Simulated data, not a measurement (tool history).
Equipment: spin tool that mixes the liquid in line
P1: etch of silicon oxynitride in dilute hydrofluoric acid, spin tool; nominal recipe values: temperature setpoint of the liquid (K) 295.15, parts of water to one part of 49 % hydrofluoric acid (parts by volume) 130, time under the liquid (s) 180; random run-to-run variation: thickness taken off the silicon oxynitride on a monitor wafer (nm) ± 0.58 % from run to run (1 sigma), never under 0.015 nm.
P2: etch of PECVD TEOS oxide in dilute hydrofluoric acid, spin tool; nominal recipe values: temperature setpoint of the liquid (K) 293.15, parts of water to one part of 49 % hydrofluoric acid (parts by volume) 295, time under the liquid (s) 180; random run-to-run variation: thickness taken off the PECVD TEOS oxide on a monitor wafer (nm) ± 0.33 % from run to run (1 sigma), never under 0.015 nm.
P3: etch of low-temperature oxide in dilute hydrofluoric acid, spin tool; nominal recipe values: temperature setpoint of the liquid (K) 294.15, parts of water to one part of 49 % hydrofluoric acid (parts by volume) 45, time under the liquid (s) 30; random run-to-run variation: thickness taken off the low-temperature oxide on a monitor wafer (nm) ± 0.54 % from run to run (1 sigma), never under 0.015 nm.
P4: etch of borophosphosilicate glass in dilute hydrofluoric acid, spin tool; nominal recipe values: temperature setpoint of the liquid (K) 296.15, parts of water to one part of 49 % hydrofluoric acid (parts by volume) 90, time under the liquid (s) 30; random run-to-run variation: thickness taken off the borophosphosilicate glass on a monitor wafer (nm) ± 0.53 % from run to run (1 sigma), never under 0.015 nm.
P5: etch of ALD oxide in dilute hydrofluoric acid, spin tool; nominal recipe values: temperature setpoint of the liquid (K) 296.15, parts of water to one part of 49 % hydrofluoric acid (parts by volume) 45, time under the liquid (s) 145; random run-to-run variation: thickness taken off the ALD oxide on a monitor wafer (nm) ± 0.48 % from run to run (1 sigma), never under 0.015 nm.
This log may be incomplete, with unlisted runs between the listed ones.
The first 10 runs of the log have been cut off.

run	hour	process that ran	temperature setpoint of the liquid (K)	parts of water to one part of 49 % hydrofluoric acid (parts by volume)	time under the liquid (s)	hours since the thermometer was replaced	hours since the hydrofluoric acid flow meter was replaced	thickness taken off the silicon oxynitride on a monitor wafer (nm)	thickness taken off the ALD oxide on a monitor wafer (nm)	thickness taken off the low-temperature oxide on a monitor wafer (nm)	thickness taken off the PECVD TEOS oxide on a monitor wafer (nm)	thickness taken off the borophosphosilicate glass on a monitor wafer (nm)
11	61.4	P3	290.15	45	30	285	1644.6			16.809		
12	68.5	P2	293.15	295	330	292.1	1651.7				21.844	
13	73.5	P4	296.15	160	30	297.1	1656.7					14.384
14	78.9	P4	291.15	90	30	302.5	1662.1					22.693
15	83.1	P1	295.15	130	315	306.7	1666.3	8.8985				
16	89.9	P5	296.15	45	45	313.5	1673.1		9.9235			
17	93.5	P4	296.15	90	45	317.1	1676.7					41.5
18	99.6	P4	296.15	90	30	323.2	1682.8					27.875
19	103.3	P1	290.15	190	180	326.9	1686.5	2.6251				
20	108.7	P2	293.15	165	180	332.3	1691.9				24.041	
21	112.8	P5	296.15	45	145	336.4	1696		32.275			
22	119.6	P1	295.15	130	75	343.2	1702.8	2.1469				

Estimate the outcome of run 23 from the log above:
23	124	P2	301.15	295	180	347.6	1707.2				?	

thickness taken off the PECVD TEOS oxide on a monitor wafer (nm): 15.726
